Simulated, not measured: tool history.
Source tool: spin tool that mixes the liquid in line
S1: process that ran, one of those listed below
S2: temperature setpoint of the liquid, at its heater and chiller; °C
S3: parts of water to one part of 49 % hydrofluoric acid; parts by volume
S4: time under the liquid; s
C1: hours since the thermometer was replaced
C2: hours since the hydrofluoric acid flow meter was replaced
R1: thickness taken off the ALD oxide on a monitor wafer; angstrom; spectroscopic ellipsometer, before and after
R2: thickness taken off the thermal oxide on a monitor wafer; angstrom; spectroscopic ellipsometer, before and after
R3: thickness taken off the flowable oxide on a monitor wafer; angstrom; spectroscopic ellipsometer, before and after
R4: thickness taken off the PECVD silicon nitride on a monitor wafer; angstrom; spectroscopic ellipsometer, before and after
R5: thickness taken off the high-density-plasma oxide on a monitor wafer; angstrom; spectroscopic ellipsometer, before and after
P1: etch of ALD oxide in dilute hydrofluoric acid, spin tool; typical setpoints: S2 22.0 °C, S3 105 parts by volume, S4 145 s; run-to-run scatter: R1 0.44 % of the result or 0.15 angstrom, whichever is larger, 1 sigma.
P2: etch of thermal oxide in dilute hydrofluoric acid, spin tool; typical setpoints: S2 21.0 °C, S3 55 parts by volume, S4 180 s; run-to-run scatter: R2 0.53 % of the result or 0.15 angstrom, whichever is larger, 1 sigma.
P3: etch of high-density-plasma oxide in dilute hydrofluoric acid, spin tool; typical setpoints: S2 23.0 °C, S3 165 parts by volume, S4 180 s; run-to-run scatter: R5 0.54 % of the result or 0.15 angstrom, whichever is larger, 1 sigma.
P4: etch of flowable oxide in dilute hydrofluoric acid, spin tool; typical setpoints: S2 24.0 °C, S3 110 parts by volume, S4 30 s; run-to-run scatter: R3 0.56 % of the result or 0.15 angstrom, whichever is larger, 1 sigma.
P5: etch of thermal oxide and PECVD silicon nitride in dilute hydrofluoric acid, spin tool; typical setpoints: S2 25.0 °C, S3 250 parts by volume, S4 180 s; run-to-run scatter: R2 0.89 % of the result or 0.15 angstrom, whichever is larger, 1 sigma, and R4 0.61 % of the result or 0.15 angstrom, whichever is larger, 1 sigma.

Run 1, hour 3.1: S1 P1, S2 22.0 °C, S3 105 parts by volume, S4 145 s; C1 763.9; C2 560.7. Result: R1 288.830 angstrom.
Run 2, hour 6.5: S1 P2, S2 21.0 °C, S3 20 parts by volume, S4 180 s; C1 767.3; C2 564.1. Result: R2 418.350 angstrom.
Run 3, hour 11.6: S1 P4, S2 24.0 °C, S3 175 parts by volume, S4 30 s; C1 772.4; C2 569.2. Result: R3 77.874 angstrom.
Run 4, hour 15.0: S1 P5, S2 25.0 °C, S3 345 parts by volume, S4 180 s; C1 775.8; C2 572.6. Result: R2 20.290 angstrom, R4 26.957 angstrom.
Run 5, hour 18.3: S1 P3, S2 23.0 °C, S3 100 parts by volume, S4 180 s; C1 779.1; C2 575.9. Result: R5 176.89 angstrom.
Run 6, hour 22.8: S1 P5, S2 25.0 °C, S3 250 parts by volume, S4 180 s; C1 783.6; C2 580.4. Result: R2 30.629 angstrom, R4 37.268 angstrom.
Run 7, hour 27.6: S1 P5, S2 32.5 °C, S3 250 parts by volume, S4 180 s; C1 788.4; C2 585.2. Result: R2 39.885 angstrom, R4 58.059 angstrom.
Run 8, hour 30.8: S1 P2, S2 21.0 °C, S3 55 parts by volume, S4 180 s; C1 791.6; C2 588.4. Result: R2 146.350 angstrom.
Run 9, hour 35.5: S1 P1, S2 22.0 °C, S3 105 parts by volume, S4 50 s; C1 796.3; C2 593.1. Result: R1 100.110 angstrom.
Run 10, hour 39.6: S1 P5, S2 25.0 °C, S3 250 parts by volume, S4 265 s; C1 800.4; C2 597.2. Result: R2 45.520 angstrom, R4 55.268 angstrom.
Run 11, hour 42.6: S1 P4, S2 24.0 °C, S3 110 parts by volume, S4 15 s; C1 803.4; C2 600.2. Result: R3 66.287 angstrom.
Run 12, hour 45.3: S1 P1, S2 17.0 °C, S3 105 parts by volume, S4 145 s; C1 806.1; C2 602.9. Result: R1 235.910 angstrom.
Run 13, hour 50.7: S1 P2, S2 21.0 °C, S3 55 parts by volume, S4 325 s; C1 811.5; C2 608.3. Result: R2 262.120 angstrom.
Run 14, hour 53.7: S1 P1, S2 28.5 °C, S3 105 parts by volume, S4 45 s; C1 814.5; C2 611.3. Result: R1 114.590 angstrom.
Run 15, hour 59.2: S1 P1, S2 28.5 °C, S3 105 parts by volume, S4 145 s; C1 820.0; C2 616.8. Result: R1 371.500 angstrom.
Run 16, hour 62.8: S1 P1, S2 22.0 °C, S3 105 parts by volume, S4 270 s; C1 823.6; C2 620.4. Result: R1 540.950 angstrom.
Run 17, hour 67.0: S1 P3, S2 23.0 °C, S3 165 parts by volume, S4 180 s; C1 827.8; C2 624.6. Result: R5 99.96 angstrom.
Run 18, hour 70.2: S1 P1, S2 22.0 °C, S3 105 parts by volume, S4 145 s; C1 831.0; C2 627.8. Result: R1 288.300 angstrom.
Run 19, hour 74.0: S1 P1, S2 22.0 °C, S3 105 parts by volume, S4 145 s; C1 834.8; C2 631.6. Result: R1 289.130 angstrom.
Run 20, hour 77.2: S1 P4, S2 24.0 °C, S3 110 parts by volume, S4 30 s; C1 838.0; C2 634.8. Result: R3 134.920 angstrom.
Run 21, hour 80.0: S1 P1, S2 17.0 °C, S3 105 parts by volume, S4 55 s; C1 840.8; C2 637.6. Result: R1 89.064 angstrom.
Run 22, hour 84.7: S1 P1, S2 22.0 °C, S3 105 parts by volume, S4 145 s; C1 845.5; C2 642.3. Result: R1 289.550 angstrom.
Run 23, hour 90.0: S1 P3, S2 23.0 °C, S3 165 parts by volume, S4 325 s; C1 850.8; C2 647.6. Result: R5 177.10 angstrom.
Run 24, hour 92.7: S1 P4, S2 24.0 °C, S3 110 parts by volume, S4 30 s; C1 853.5; C2 650.3. Result: R3 134.530 angstrom.
Run 25, hour 95.6: S1 P1, S2 29.5 °C, S3 105 parts by volume, S4 35 s; C1 856.4; C2 653.2. Result: R1 93.169 angstrom.
Run 26, hour 99.7: S1 P2, S2 26.5 °C, S3 55 parts by volume, S4 180 s; C1 860.5; C2 657.3. Result: R2 182.530 angstrom.
Run 27, hour 104.5: S1 P4, S2 27.5 °C, S3 110 parts by volume, S4 30 s; C1 865.3; C2 662.1. Result: R3 152.510 angstrom.
Run 28, hour 109.6: S1 P5, S2 25.0 °C, S3 250 parts by volume, S4 180 s; C1 870.4; C2 667.2. Result: R2 31.205 angstrom, R4 37.493 angstrom.
Run 29, hour 114.2: S1 P1, S2 22.0 °C, S3 105 parts by volume, S4 145 s; C1 875.0; C2 671.8. Result: R1 288.590 angstrom.
Run 30, hour 118.0: S1 P1, S2 22.0 °C, S3 150 parts by volume, S4 145 s; C1 878.8; C2 675.6. Result: R1 191.280 angstrom.
Run 31, hour 122.4: S1 P3, S2 29.0 °C, S3 165 parts by volume, S4 180 s; C1 883.2; C2 680.0. Result: R5 123.68 angstrom.
Run 32, hour 125.1: S1 P1, S2 22.0 °C, S3 65 parts by volume, S4 145 s; C1 885.9; C2 682.7. Result: R1 488.970 angstrom.
Run 33, hour 127.9: S1 P1, S2 22.0 °C, S3 105 parts by volume, S4 145 s; C1 888.7; C2 685.5. Result: R1 290.550 angstrom.
Run 34, hour 133.9: S1 P1, S2 22.0 °C, S3 105 parts by volume, S4 145 s; C1 894.7; C2 691.5. Result: R1 281.930 angstrom.
Run 35, hour 138.0: S1 P1, S2 22.0 °C, S3 105 parts by volume, S4 145 s; C1 898.8; C2 695.6. Result: R1 278.780 angstrom.
Run 36, hour 142.7: S1 P1, S2 22.0 °C, S3 105 parts by volume, S4 145 s; C1 903.5; C2 700.3. Result: R1 277.770 angstrom.
Run 37, hour 145.9: S1 P1, S2 22.0 °C, S3 105 parts by volume, S4 145 s; C1 906.7; C2 703.5. Result: R1 276.090 angstrom.
Run 38, hour 150.2: S1 P1, S2 22.0 °C, S3 105 parts by volume, S4 145 s; C1 911.0; C2 707.8. Result: R1 274.590 angstrom.
Run 39, hour 155.9: S1 P1, S2 22.0 °C, S3 105 parts by volume, S4 145 s; C1 916.7; C2 713.5. Result: R1 274.330 angstrom.
Run 40, hour 161.9: S1 P1, S2 22.0 °C, S3 105 parts by volume, S4 145 s; C1 922.7; C2 719.5. Result: R1 271.870 angstrom.
Run 41, hour 167.6: S1 P1, S2 22.0 °C, S3 105 parts by volume, S4 145 s; C1 928.4; C2 725.2. Result: R1 273.830 angstrom.
Run 42, hour 170.2: S1 P1, S2 22.0 °C, S3 105 parts by volume, S4 145 s; C1 931.0; C2 727.8. Result: R1 272.110 angstrom.
Run 43, hour 175.4: S1 P1, S2 22.0 °C, S3 105 parts by volume, S4 145 s; C1 936.2; C2 733.0. Result: R1 271.240 angstrom.
Run 44, hour 178.8: S1 P1, S2 22.0 °C, S3 105 parts by volume, S4 145 s; C1 939.6; C2 736.4. Result: R1 273.820 angstrom.

Something has made what P1 gives creep away from where it was; the 2 causes below, each at its own stated size, fit the log equally well:
A: hydrofluoric acid flow below the setpoint (%) = 4.93
B: liquid colder than its thermometer reads (K) = 1.41
The creep began at about hour 127.9.

The 4 check runs listed below each average the results of 2 wafers, and their outcomes are marked with question marks. Under which run would the listed causes produce clearly different results?
Run check 1, hour 182.2: S1 P3, S2 23.0 °C, S3 165 parts by volume, S4 180 s. Result: R5 ?.
Run check 2, hour 182.2: S1 P2, S2 21.0 °C, S3 55 parts by volume, S4 180 s. Result: R2 ?.
Run check 3, hour 182.2: S1 P5, S2 25.0 °C, S3 250 parts by volume, S4 180 s. Result: R2 ?, R4 ?.
Run check 4, hour 182.2: S1 P4, S2 24.0 °C, S3 110 parts by volume, S4 30 s. Result: R3 ?.

Check results expected under each cause:
  check  result     if A     if B
check 1      R5   93.496   94.021
check 2      R2  138.630  137.870
check 3      R2   28.865   29.262
check 3      R4   35.448   34.162
check 4      R3  126.130  126.330
Minimum pairwise separation of causes per check, each pair taken at its best-separating result: check 1 0.56 %; check 2 0.55 %; check 3 3.69 %; check 4 0.16 %
Only in check 3 would the causes give clearly different results; in the remaining checks their results would be nearly the same.

Then check 3 was run and gave: R2 29.082 angstrom; R4 35.577 angstrom. Which cause is it?

It is A: hydrofluoric acid flow below the setpoint (%).
